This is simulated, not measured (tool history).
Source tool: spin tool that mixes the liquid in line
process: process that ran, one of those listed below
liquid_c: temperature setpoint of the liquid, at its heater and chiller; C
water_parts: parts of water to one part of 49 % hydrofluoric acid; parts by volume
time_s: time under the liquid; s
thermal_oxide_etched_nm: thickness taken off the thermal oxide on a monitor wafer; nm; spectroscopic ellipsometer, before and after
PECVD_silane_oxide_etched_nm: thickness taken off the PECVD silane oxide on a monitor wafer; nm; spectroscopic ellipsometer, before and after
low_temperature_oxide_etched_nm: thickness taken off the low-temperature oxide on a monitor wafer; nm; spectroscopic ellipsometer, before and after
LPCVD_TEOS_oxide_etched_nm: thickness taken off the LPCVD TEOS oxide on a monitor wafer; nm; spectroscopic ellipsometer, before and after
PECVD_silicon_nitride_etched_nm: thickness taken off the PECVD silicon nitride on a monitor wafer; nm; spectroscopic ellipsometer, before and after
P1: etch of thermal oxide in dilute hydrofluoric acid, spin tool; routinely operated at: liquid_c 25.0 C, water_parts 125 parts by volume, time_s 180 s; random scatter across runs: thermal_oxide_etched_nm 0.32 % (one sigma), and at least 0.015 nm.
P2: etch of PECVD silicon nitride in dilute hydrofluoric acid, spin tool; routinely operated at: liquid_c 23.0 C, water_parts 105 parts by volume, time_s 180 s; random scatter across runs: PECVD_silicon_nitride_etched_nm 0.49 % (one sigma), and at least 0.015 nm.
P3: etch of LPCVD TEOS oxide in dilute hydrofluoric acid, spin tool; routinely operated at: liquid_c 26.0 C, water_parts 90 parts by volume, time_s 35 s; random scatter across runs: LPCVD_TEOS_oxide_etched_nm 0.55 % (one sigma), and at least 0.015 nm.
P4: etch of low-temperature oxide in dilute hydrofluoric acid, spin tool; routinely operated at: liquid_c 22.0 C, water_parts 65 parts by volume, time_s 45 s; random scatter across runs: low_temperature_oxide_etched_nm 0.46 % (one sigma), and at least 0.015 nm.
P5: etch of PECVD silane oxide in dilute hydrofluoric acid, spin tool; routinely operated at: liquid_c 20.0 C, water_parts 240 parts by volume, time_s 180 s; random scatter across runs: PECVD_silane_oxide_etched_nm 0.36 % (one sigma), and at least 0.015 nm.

run	day	process	liquid_c	water_parts	time_s	thermal_oxide_etched_nm	PECVD_silane_oxide_etched_nm	low_temperature_oxide_etched_nm	LPCVD_TEOS_oxide_etched_nm	PECVD_silicon_nitride_etched_nm
1	0.467	P1	25.0	125	180	6.5377				
2	0.712	P5	20.0	240	180		13.2340			
3	1.075	P1	17.0	125	180	4.7032				
4	1.429	P4	29.0	65	45			10.9680		
5	1.862	P1	25.0	175	180	4.3983				
6	2.225	P5	20.0	335	180		8.6677			
7	2.742	P1	25.0	65	180	13.4930				
8	3.017	P1	25.0	75	290	18.5870				
9	3.554	P3	26.0	90	35				11.4220	
10	3.833	P4	22.0	100	45			5.1368		
11	4.371	P1	31.5	125	180	8.3247				
12	4.742	P5	20.0	240	180		13.2080			
13	5.058	P2	23.0	105	180					5.3326
14	5.562	P1	25.0	125	180	6.5502				
15	5.912	P2	17.0	105	180					3.5778
16	6.371	P1	25.0	125	345	12.4690				
17	6.904	P2	23.0	105	50					1.5008
18	7.354	P3	26.0	90	15				4.9766	
19	7.750	P1	25.0	125	180	6.5391				
20	8.217	P1	25.0	125	180	6.5039				
21	8.762	P1	25.0	35	315	45.8180				
22	9.275	P3	26.0	130	35				7.5428	
23	9.779	P1	25.0	125	180	6.4884				
24	10.075	P2	23.0	190	180					3.0057
25	10.508	P1	25.0	125	180	6.4797				
26	10.812	P4	22.0	65	65			12.0270		
27	11.083	P5	17.0	240	180		11.6800			
28	11.392	P4	22.0	65	45			8.2951		
29	11.671	P5	20.0	240	15		1.0873			
30	12.017	P1	18.5	125	255	7.0763				
31	12.325	P4	22.0	65	45			8.3438		
32	12.846	P3	22.5	90	35				10.0170	
33	13.304	P1	25.0	125	50	1.8123				
34	13.767	P1	25.0	125	180	6.5354				
35	14.050	P1	25.0	125	180	6.5045				
36	14.479	P1	25.0	125	180	6.3033				
37	15.004	P1	25.0	125	180	6.1177				
38	15.504	P1	25.0	125	180	6.0559				
39	15.946	P1	25.0	125	180	6.0127				
40	16.479	P1	25.0	125	180	5.9864				
41	16.858	P1	25.0	125	180	5.9905				

Something has made what P1 gives creep away from where it was; the 2 causes below, each at its own stated size, fit the log equally well:
A: hydrofluoric acid flow below the setpoint (%) = 7.19
B: liquid colder than its thermometer reads (K) = 2.22
Onset of the creep was near day 14.050.

Question marks stand in for the results of the 4 check runs listed below, each run on one wafer. Under which run would the listed causes show clearly different results?
check 1	17.238	P4	22.0	65	45			?		
check 2	17.238	P3	26.0	90	35				?	
check 3	17.238	P5	20.0	240	180		?			
check 4	17.238	P2	23.0	105	180					?

How each check would come out, cause by cause:
check	result	if A	if B
check 1	low_temperature_oxide_etched_nm	7.6416	7.5523
check 2	LPCVD_TEOS_oxide_etched_nm	10.6430	10.5980
check 3	PECVD_silane_oxide_etched_nm	12.0590	12.1450
check 4	PECVD_silicon_nitride_etched_nm	4.9668	4.6075
Separation of the two closest causes in each check, using whichever result separates them best: check 1 1.18 %; check 2 0.42 %; check 3 0.71 %; check 4 7.51 %
Check 4 distinguishes between the causes, while the remaining checks would return nearly the same result for all of them.

Check 4 has now been run. It gave: PECVD_silicon_nitride_etched_nm 4.5769 nm. Which of the candidate causes is it?

It is B: liquid colder than its thermometer reads (K).
